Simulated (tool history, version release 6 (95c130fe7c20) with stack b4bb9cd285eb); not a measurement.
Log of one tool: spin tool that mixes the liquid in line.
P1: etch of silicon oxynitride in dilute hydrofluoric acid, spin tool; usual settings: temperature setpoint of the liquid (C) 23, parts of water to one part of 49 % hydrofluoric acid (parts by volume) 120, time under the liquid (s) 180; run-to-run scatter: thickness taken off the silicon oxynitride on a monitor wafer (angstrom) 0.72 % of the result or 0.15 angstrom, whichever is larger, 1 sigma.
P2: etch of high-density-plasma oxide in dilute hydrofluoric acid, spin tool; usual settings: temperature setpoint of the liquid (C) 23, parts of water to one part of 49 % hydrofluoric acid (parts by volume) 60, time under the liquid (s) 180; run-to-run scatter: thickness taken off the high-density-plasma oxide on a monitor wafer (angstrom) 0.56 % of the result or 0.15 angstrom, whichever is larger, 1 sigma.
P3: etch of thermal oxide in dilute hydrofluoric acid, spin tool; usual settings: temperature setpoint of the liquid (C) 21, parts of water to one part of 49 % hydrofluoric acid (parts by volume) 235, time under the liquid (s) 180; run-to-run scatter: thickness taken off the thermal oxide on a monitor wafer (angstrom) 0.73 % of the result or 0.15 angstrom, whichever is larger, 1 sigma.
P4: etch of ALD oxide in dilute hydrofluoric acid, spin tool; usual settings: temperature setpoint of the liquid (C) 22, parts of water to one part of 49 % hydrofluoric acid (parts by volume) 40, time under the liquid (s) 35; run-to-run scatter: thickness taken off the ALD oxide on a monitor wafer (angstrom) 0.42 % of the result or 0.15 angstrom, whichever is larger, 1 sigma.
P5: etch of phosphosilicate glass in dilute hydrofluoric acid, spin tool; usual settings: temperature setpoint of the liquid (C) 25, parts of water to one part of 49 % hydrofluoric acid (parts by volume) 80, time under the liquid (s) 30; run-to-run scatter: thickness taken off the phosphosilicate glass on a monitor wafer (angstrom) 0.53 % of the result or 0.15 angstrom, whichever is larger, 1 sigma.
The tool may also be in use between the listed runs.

run,hour,process that ran,temperature setpoint of the liquid (C),parts of water to one part of 49 % hydrofluoric acid (parts by volume),time under the liquid (s),hours since the thermometer was replaced,hours since the hydrofluoric acid flow meter was replaced,thickness taken off the silicon oxynitride on a monitor wafer (angstrom),thickness taken off the high-density-plasma oxide on a monitor wafer (angstrom),thickness taken off the phosphosilicate glass on a monitor wafer (angstrom),thickness taken off the thermal oxide on a monitor wafer (angstrom),thickness taken off the ALD oxide on a monitor wafer (angstrom)
1,4.5,P1,23,120,180,456,176.9,36.441,,,,
2,14.9,P2,23,60,180,466.4,187.3,,148.64,,,
3,21.9,P2,23,25,180,473.4,194.3,,371.44,,,
4,31.9,P5,25,80,30,483.4,204.3,,,545.84,,
5,38.3,P1,23,120,180,489.8,210.7,36.077,,,,
6,45.8,P1,17.5,120,180,497.3,218.2,27.883,,,,
7,51.6,P3,21,235,180,503.1,224,,,,28.162,
8,60.2,P2,23,60,15,511.7,232.6,,12.347,,,
9,68.8,P4,22,40,15,520.3,241.2,,,,,36.192
10,78.8,P1,23,120,90,530.3,251.2,18.258,,,,
11,85.9,P2,17,60,180,537.4,258.3,,115.06,,,
12,94.8,P1,23,120,180,546.3,267.2,36.659,,,,
13,101.3,P1,23,120,180,552.8,273.7,36.45,,,,
14,106.8,P5,25,20,30,558.3,279.2,,,2376.3,,
15,113,P5,25,80,30,564.5,285.4,,,547.11,,
16,118.7,P4,22,40,35,570.2,291.1,,,,,84.904
17,127.2,P3,21,235,275,578.7,299.6,,,,42.663,
18,137.4,P4,17,40,35,588.9,309.8,,,,,67.953
19,147,P1,23,25,180,598.5,319.4,186.45,,,,
20,154.7,P1,23,40,260,606.2,327.1,170.4,,,,
21,164.3,P1,27,195,180,615.8,336.7,25.163,,,,
22,171.6,P1,29,120,75,623.1,344,19.916,,,,
23,176.7,P3,26.5,235,180,628.2,349.1,,,,34.334,
24,186,P5,25,80,15,637.5,358.4,,,272.22,,
25,191.3,P3,21,410,180,642.8,363.7,,,,13.985,
26,201.4,P5,32,80,30,652.9,373.8,,,712.55,,
27,207.9,P1,23,120,300,659.4,380.3,61.125,,,,
28,218.2,P4,22,70,35,669.7,390.6,,,,,46.752
29,228.6,P1,23,120,180,680.1,401,36.542,,,,
30,236.7,P1,23,120,180,688.2,409.1,36.105,,,,
31,247,P3,21,235,180,698.5,419.4,,,,28.268,
32,251.5,P1,23,170,180,703,423.9,25.229,,,,
33,259.8,P1,26.5,120,180,711.3,432.2,42.788,,,,
34,266,P1,23,120,180,717.5,438.4,36.591,,,,
35,274.4,P1,23,120,180,725.9,446.8,34.614,,,,
36,280.5,P1,23,120,180,732,452.9,33.639,,,,
37,290,P1,23,120,180,741.5,462.4,33.102,,,,
38,299.3,P1,23,120,180,750.8,471.7,32.586,,,,
39,304.2,P1,23,120,180,755.7,476.6,32.692,,,,
40,312.5,P1,23,120,180,764,484.9,32.867,,,,

What P1 gives has crept away from where it was. These 2 causes fit the log equally well, each at the size given:
A: liquid colder than its thermometer reads (K) = 2.33
B: hydrofluoric acid flow below the setpoint (%) = 9.57
The creep began at about hour 266.

4 check runs are offered, each on 3 wafers whose results are averaged, their results left as question marks. Which one tells the causes apart?
check 1,320.8,P5,25,30,30,,,,,?,,
check 2,320.8,P4,18.5,40,15,,,,,,,?
check 3,320.8,P2,20,60,30,,,,?,,,
check 4,320.8,P3,21,310,180,,,,,,?,

What each check would give under each cause:
check,result,if A,if B
check 1,thickness taken off the phosphosilicate glass on a monitor wafer (angstrom),1411,1400.9
check 2,thickness taken off the ALD oxide on a monitor wafer (angstrom),28.214,28.109
check 3,thickness taken off the high-density-plasma oxide on a monitor wafer (angstrom),19.777,19.602
check 4,thickness taken off the thermal oxide on a monitor wafer (angstrom),18.242,17.437
How far apart the two closest causes lie, in the result that separates them most: check 1 0.72 %; check 2 0.37 %; check 3 0.89 %; check 4 4.51 %
Only check 4 tells the causes apart: in the others they would give nearly the same result.

Check 4 was then run and gave: thickness taken off the thermal oxide on a monitor wafer (angstrom) 18.12. Which cause is it?

It is A: liquid colder than its thermometer reads (K).
